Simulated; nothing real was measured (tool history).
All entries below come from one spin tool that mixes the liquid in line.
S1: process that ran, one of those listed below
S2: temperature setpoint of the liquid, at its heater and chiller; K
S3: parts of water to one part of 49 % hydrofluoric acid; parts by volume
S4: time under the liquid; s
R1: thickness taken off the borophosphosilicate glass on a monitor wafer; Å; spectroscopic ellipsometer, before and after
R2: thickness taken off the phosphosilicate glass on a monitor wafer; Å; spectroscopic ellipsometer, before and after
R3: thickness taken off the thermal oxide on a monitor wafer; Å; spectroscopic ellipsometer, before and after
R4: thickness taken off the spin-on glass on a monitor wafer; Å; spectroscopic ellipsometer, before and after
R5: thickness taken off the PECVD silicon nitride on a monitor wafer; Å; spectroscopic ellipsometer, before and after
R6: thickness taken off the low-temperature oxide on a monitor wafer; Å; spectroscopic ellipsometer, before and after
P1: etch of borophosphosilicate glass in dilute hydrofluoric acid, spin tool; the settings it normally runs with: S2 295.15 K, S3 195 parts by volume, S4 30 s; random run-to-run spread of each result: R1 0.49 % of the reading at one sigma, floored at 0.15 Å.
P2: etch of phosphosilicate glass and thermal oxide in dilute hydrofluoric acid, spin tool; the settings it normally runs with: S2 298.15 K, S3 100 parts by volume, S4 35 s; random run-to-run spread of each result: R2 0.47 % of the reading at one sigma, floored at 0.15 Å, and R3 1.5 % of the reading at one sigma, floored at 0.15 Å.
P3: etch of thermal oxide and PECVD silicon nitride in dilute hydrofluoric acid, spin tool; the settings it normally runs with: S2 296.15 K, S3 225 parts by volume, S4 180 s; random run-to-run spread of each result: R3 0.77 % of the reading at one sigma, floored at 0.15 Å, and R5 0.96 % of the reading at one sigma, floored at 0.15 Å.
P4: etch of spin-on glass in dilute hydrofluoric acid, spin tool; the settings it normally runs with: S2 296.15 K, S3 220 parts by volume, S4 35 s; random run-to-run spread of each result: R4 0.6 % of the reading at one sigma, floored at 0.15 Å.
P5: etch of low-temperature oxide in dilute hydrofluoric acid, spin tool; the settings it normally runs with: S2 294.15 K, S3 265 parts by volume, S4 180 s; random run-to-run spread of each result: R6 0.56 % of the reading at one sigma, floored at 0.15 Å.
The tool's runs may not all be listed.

run 1 hour=3.2 | S1=P1 S2=295.15 S3=195 S4=30 | R1=50.721
run 2 hour=6.5 | S1=P1 S2=295.15 S3=195 S4=30 | R1=50.34
run 3 hour=10.5 | S1=P1 S2=301.65 S3=195 S4=30 | R1=64.456
run 4 hour=13.5 | S1=P2 S2=293.15 S3=100 S4=35 | R2=335.12 R3=13.976
run 5 hour=16.2 | S1=P1 S2=295.15 S3=195 S4=50 | R1=85.023
run 6 hour=18.9 | S1=P2 S2=298.15 S3=50 S4=35 | R2=873.86 R3=36.549
run 7 hour=21.4 | S1=P1 S2=295.15 S3=320 S4=55 | R1=50.089
run 8 hour=25.8 | S1=P1 S2=295.15 S3=195 S4=15 | R1=24.982
run 9 hour=28.6 | S1=P1 S2=295.15 S3=315 S4=30 | R1=27.822
run 10 hour=32.4 | S1=P4 S2=296.15 S3=220 S4=35 | R4=57.902
run 11 hour=35.4 | S1=P3 S2=296.15 S3=225 S4=180 | R3=33.067 R5=26.189
run 12 hour=38.7 | S1=P2 S2=298.15 S3=100 S4=35 | R2=408.12 R3=17.084
run 13 hour=40.6 | S1=P1 S2=295.15 S3=195 S4=30 | R1=50.664
run 14 hour=42.6 | S1=P5 S2=298.65 S3=265 S4=180 | R6=75.621
run 15 hour=45.2 | S1=P1 S2=295.15 S3=90 S4=30 | R1=123.24
run 16 hour=47.8 | S1=P3 S2=296.15 S3=225 S4=300 | R3=54.321 R5=43.218
run 17 hour=49.9 | S1=P1 S2=295.15 S3=195 S4=30 | R1=50.091
run 18 hour=54 | S1=P1 S2=291.15 S3=195 S4=30 | R1=42.752
run 19 hour=58.1 | S1=P1 S2=295.15 S3=195 S4=30 | R1=50.475
run 20 hour=61.4 | S1=P3 S2=296.15 S3=225 S4=180 | R3=32.18 R5=26.25
run 21 hour=65.4 | S1=P2 S2=298.15 S3=100 S4=15 | R2=174.73 R3=7.0322
run 22 hour=67.7 | S1=P4 S2=296.15 S3=35 S4=35 | R4=444.75
run 23 hour=70.2 | S1=P3 S2=296.15 S3=45 S4=180 | R3=199.57 R5=124.4
run 24 hour=72.8 | S1=P1 S2=299.65 S3=195 S4=15 | R1=29.895
run 25 hour=75.4 | S1=P3 S2=291.65 S3=225 S4=180 | R3=27.043 R5=19.6
run 26 hour=79.2 | S1=P4 S2=292.15 S3=220 S4=35 | R4=50.204
run 27 hour=82.9 | S1=P4 S2=296.15 S3=220 S4=65 | R4=107.08
run 28 hour=85.8 | S1=P5 S2=294.15 S3=265 S4=95 | R6=33.824
run 29 hour=89.4 | S1=P2 S2=298.15 S3=100 S4=35 | R2=409.14 R3=16.876
run 30 hour=92.7 | S1=P5 S2=294.15 S3=265 S4=180 | R6=64.569
run 31 hour=94.8 | S1=P5 S2=294.15 S3=265 S4=180 | R6=63.587
run 32 hour=97.9 | S1=P5 S2=294.15 S3=105 S4=180 | R6=192.67
run 33 hour=101.1 | S1=P1 S2=295.15 S3=195 S4=30 | R1=51.012
run 34 hour=103.2 | S1=P1 S2=295.15 S3=195 S4=30 | R1=51.815
run 35 hour=106 | S1=P1 S2=295.15 S3=195 S4=30 | R1=52.216
run 36 hour=109.6 | S1=P1 S2=295.15 S3=195 S4=30 | R1=53.018
run 37 hour=113.8 | S1=P1 S2=295.15 S3=195 S4=30 | R1=53.675
run 38 hour=116.6 | S1=P1 S2=295.15 S3=195 S4=30 | R1=53.792
run 39 hour=119.4 | S1=P1 S2=295.15 S3=195 S4=30 | R1=53.929
run 40 hour=123 | S1=P1 S2=295.15 S3=195 S4=30 | R1=54.919
run 41 hour=127 | S1=P1 S2=295.15 S3=195 S4=30 | R1=54.413
run 42 hour=130.8 | S1=P1 S2=295.15 S3=195 S4=30 | R1=54.671
run 43 hour=133.4 | S1=P1 S2=295.15 S3=195 S4=30 | R1=54.209
run 44 hour=135.3 | S1=P1 S2=295.15 S3=195 S4=30 | R1=54.767

What P1 gives has crept away from where it was. These 2 causes fit the log equally well, each at the size given:
A: hydrofluoric acid flow above the setpoint (%) = 6.35
B: liquid hotter than its thermometer reads (K) = 1.97
Onset of the creep was near hour 101.1.

The 4 check runs listed below each average the results of 2 wafers, and their outcomes are marked with question marks. Under which run would the listed causes produce clearly different results?
run check 1 hour=137.2 | S1=P2 S2=298.15 S3=100 S4=35 | R2=? R3=?
run check 2 hour=137.2 | S1=P4 S2=296.15 S3=220 S4=35 | R4=?
run check 3 hour=137.2 | S1=P5 S2=294.15 S3=265 S4=180 | R6=?
run check 4 hour=137.2 | S1=P3 S2=296.15 S3=225 S4=180 | R3=? R5=?

What each check would give under each cause:
check=check_1 result=R2 if_A=437.63 if_B=440.95
check=check_1 result=R3 if_A=18.132 if_B=18.269
check=check_2 result=R4 if_A=62.444 if_B=62.237
check=check_3 result=R6 if_A=69.389 if_B=69.046
check=check_4 result=R3 if_A=34.878 if_B=34.748
check=check_4 result=R5 if_A=27.725 if_B=29.523
Separation of the two closest causes in each check, using whichever result separates them best: check 1 0.75 %; check 2 0.33 %; check 3 0.5 %; check 4 6.28 %
The other checks would show nearly matching results whichever cause is true, so check 4 is the only one that separates the causes.

Here is what check 4 returned: R3 35.127 Å; R5 27.636 Å. Which cause is it?

It is A: hydrofluoric acid flow above the setpoint (%).
